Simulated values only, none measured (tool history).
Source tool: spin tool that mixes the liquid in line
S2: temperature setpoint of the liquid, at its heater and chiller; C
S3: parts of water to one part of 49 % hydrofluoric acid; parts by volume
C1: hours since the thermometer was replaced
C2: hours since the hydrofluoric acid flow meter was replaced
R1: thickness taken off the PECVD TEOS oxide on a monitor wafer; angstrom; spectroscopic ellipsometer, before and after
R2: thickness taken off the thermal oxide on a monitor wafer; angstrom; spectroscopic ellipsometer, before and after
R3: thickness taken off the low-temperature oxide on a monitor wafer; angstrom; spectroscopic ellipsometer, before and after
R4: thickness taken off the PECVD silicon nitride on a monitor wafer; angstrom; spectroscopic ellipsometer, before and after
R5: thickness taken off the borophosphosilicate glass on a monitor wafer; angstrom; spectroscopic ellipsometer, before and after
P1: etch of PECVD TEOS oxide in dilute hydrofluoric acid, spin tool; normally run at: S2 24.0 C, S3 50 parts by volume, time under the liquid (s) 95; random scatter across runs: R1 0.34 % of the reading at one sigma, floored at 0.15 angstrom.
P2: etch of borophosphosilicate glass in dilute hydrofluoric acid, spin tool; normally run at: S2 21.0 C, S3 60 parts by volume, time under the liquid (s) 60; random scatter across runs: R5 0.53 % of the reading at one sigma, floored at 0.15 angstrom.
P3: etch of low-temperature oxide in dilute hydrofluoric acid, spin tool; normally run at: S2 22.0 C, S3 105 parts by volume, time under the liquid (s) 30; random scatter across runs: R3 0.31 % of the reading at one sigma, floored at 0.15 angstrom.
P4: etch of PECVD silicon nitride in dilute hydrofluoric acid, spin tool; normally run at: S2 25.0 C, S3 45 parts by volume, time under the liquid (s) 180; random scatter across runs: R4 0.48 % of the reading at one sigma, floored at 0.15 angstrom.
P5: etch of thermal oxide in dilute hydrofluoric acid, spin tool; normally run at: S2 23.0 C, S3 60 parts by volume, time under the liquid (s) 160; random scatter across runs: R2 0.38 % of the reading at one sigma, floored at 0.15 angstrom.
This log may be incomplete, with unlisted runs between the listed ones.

{"run": 1, "day": 0.658, "process that ran": "P1", "S2": 24.0, "S3": 50, "time under the liquid (s)": 95, "C1": 2020.0, "C2": 1175.6, "R1": 273.9}
{"run": 2, "day": 1.104, "process that ran": "P1", "S2": 20.0, "S3": 50, "time under the liquid (s)": 170, "C1": 2030.7, "C2": 1186.3, "R1": 415.62}
{"run": 3, "day": 1.442, "process that ran": "P5", "S2": 17.0, "S3": 60, "time under the liquid (s)": 160, "C1": 2038.8, "C2": 1194.4, "R2": 96.589}
{"run": 4, "day": 2.0, "process that ran": "P5", "S2": 23.0, "S3": 100, "time under the liquid (s)": 160, "C1": 2052.2, "C2": 1207.8, "R2": 71.263}
{"run": 5, "day": 2.488, "process that ran": "P5", "S2": 23.0, "S3": 60, "time under the liquid (s)": 160, "C1": 2063.9, "C2": 1219.5, "R2": 124.9}
{"run": 6, "day": 3.175, "process that ran": "P1", "S2": 24.0, "S3": 50, "time under the liquid (s)": 25, "C1": 2080.4, "C2": 1236.0, "R1": 72.201}
{"run": 7, "day": 3.704, "process that ran": "P3", "S2": 28.5, "S3": 105, "time under the liquid (s)": 30, "C1": 2093.1, "C2": 1248.7, "R3": 88.552}
{"run": 8, "day": 4.288, "process that ran": "P1", "S2": 24.0, "S3": 50, "time under the liquid (s)": 95, "C1": 2107.1, "C2": 1262.7, "R1": 274.23}
{"run": 9, "day": 4.633, "process that ran": "P4", "S2": 25.0, "S3": 45, "time under the liquid (s)": 180, "C1": 2115.4, "C2": 1271.0, "R4": 224.12}
{"run": 10, "day": 5.162, "process that ran": "P1", "S2": 32.0, "S3": 50, "time under the liquid (s)": 95, "C1": 2128.1, "C2": 1283.7, "R1": 378.11}
{"run": 11, "day": 5.467, "process that ran": "P1", "S2": 24.0, "S3": 50, "time under the liquid (s)": 95, "C1": 2135.4, "C2": 1291.0, "R1": 274.09}
{"run": 12, "day": 6.038, "process that ran": "P2", "S2": 17.0, "S3": 60, "time under the liquid (s)": 60, "C1": 2149.1, "C2": 1304.7, "R5": 362.13}
{"run": 13, "day": 6.454, "process that ran": "P1", "S2": 24.0, "S3": 85, "time under the liquid (s)": 95, "C1": 2159.1, "C2": 1314.7, "R1": 153.49}
{"run": 14, "day": 7.05, "process that ran": "P1", "S2": 17.0, "S3": 50, "time under the liquid (s)": 95, "C1": 2173.4, "C2": 1329.0, "R1": 204.74}
{"run": 15, "day": 7.446, "process that ran": "P2", "S2": 21.0, "S3": 60, "time under the liquid (s)": 115, "C1": 2182.9, "C2": 1338.5, "R5": 829.63}
{"day": 7.525, "done": "hydrofluoric acid flow meter replaced"}
{"run": 16, "day": 7.979, "process that ran": "P2", "S2": 21.0, "S3": 60, "time under the liquid (s)": 60, "C1": 2195.7, "C2": 11.0, "R5": 432.96}
{"run": 17, "day": 8.658, "process that ran": "P4", "S2": 25.0, "S3": 25, "time under the liquid (s)": 180, "C1": 2212.0, "C2": 27.3, "R4": 396.96}
{"run": 18, "day": 9.229, "process that ran": "P3", "S2": 22.0, "S3": 105, "time under the liquid (s)": 60, "C1": 2225.7, "C2": 41.0, "R3": 138.53}
{"run": 19, "day": 9.604, "process that ran": "P2", "S2": 21.0, "S3": 20, "time under the liquid (s)": 60, "C1": 2234.7, "C2": 50.0, "R5": 1345.1}
{"run": 20, "day": 10.138, "process that ran": "P1", "S2": 24.0, "S3": 50, "time under the liquid (s)": 160, "C1": 2247.5, "C2": 62.8, "R1": 460.47}
{"run": 21, "day": 10.825, "process that ran": "P1", "S2": 30.0, "S3": 75, "time under the liquid (s)": 95, "C1": 2264.0, "C2": 79.3, "R1": 223.93}
{"run": 22, "day": 11.225, "process that ran": "P1", "S2": 24.0, "S3": 50, "time under the liquid (s)": 95, "C1": 2273.6, "C2": 88.9, "R1": 275.04}
{"run": 23, "day": 11.533, "process that ran": "P4", "S2": 25.0, "S3": 45, "time under the liquid (s)": 315, "C1": 2281.0, "C2": 96.3, "R4": 392.69}
{"run": 24, "day": 12.183, "process that ran": "P1", "S2": 24.0, "S3": 50, "time under the liquid (s)": 95, "C1": 2296.6, "C2": 111.9, "R1": 276.19}
{"run": 25, "day": 12.796, "process that ran": "P5", "S2": 23.0, "S3": 60, "time under the liquid (s)": 305, "C1": 2311.3, "C2": 126.6, "R2": 236.11}
{"run": 26, "day": 13.258, "process that ran": "P1", "S2": 24.0, "S3": 30, "time under the liquid (s)": 95, "C1": 2322.4, "C2": 137.7, "R1": 470.93}
{"run": 27, "day": 13.646, "process that ran": "P3", "S2": 22.0, "S3": 105, "time under the liquid (s)": 30, "C1": 2331.7, "C2": 147.0, "R3": 68.794}
{"run": 28, "day": 14.075, "process that ran": "P3", "S2": 22.0, "S3": 150, "time under the liquid (s)": 30, "C1": 2342.0, "C2": 157.3, "R3": 46.409}
{"run": 29, "day": 14.679, "process that ran": "P4", "S2": 18.0, "S3": 45, "time under the liquid (s)": 180, "C1": 2356.5, "C2": 171.8, "R4": 137.05}
{"run": 30, "day": 15.154, "process that ran": "P1", "S2": 24.0, "S3": 50, "time under the liquid (s)": 95, "C1": 2367.9, "C2": 183.2, "R1": 272.53}
{"run": 31, "day": 15.767, "process that ran": "P1", "S2": 24.0, "S3": 50, "time under the liquid (s)": 95, "C1": 2382.6, "C2": 197.9, "R1": 266.64}
{"run": 32, "day": 16.092, "process that ran": "P1", "S2": 24.0, "S3": 50, "time under the liquid (s)": 95, "C1": 2390.4, "C2": 205.7, "R1": 263.1}
{"run": 33, "day": 16.746, "process that ran": "P1", "S2": 24.0, "S3": 50, "time under the liquid (s)": 95, "C1": 2406.1, "C2": 221.4, "R1": 259.54}
{"run": 34, "day": 17.208, "process that ran": "P1", "S2": 24.0, "S3": 50, "time under the liquid (s)": 95, "C1": 2417.2, "C2": 232.5, "R1": 257.63}
{"run": 35, "day": 17.671, "process that ran": "P1", "S2": 24.0, "S3": 50, "time under the liquid (s)": 95, "C1": 2428.3, "C2": 243.6, "R1": 259.39}
{"run": 36, "day": 18.35, "process that ran": "P1", "S2": 24.0, "S3": 50, "time under the liquid (s)": 95, "C1": 2444.6, "C2": 259.9, "R1": 255.29}
{"run": 37, "day": 18.975, "process that ran": "P1", "S2": 24.0, "S3": 50, "time under the liquid (s)": 95, "C1": 2459.6, "C2": 274.9, "R1": 254.91}

The log shows P1 creeping away from where it was. Any of the 2 causes listed here, at the size stated for it, fits the log just as well as the others:
A: liquid colder than its thermometer reads (K) = 1.7
B: hydrofluoric acid flow below the setpoint (%) = 6.38
At approximately day 15.154, the process output began to creep.

Of the 4 check runs listed below, each run on one wafer and each result written as a question mark, which would let you distinguish the listed causes because they would give clearly different results?
{"run": "check 1", "day": 19.6, "process that ran": "P2", "S2": 21.0, "S3": 60, "time under the liquid (s)": 60, "R5": "?"}
{"run": "check 2", "day": 19.6, "process that ran": "P4", "S2": 25.0, "S3": 45, "time under the liquid (s)": 180, "R4": "?"}
{"run": "check 3", "day": 19.6, "process that ran": "P3", "S2": 22.0, "S3": 105, "time under the liquid (s)": 30, "R3": "?"}
{"run": "check 4", "day": 19.6, "process that ran": "P5", "S2": 23.0, "S3": 60, "time under the liquid (s)": 160, "R2": "?"}

What each check would give under each cause:
check=check_1 result=R5 if_A=401.83 if_B=402.12
check=check_2 result=R4 if_A=199.92 if_B=210.21
check=check_3 result=R3 if_A=64.505 if_B=64.160
check=check_4 result=R2 if_A=115.940 if_B=115.860
Separation of the two closest causes in each check, using whichever result separates them best: check 1 0.07 %; check 2 5.02 %; check 3 0.54 %; check 4 0.07 %
The other checks would show nearly matching results whichever cause is true, so check 2 is the only one that separates the causes.

Check 2 has now been run. It gave: R4 208.48 angstrom. Which of the candidate causes is it?

The correct cause is B, namely: hydrofluoric acid flow below the setpoint (%).

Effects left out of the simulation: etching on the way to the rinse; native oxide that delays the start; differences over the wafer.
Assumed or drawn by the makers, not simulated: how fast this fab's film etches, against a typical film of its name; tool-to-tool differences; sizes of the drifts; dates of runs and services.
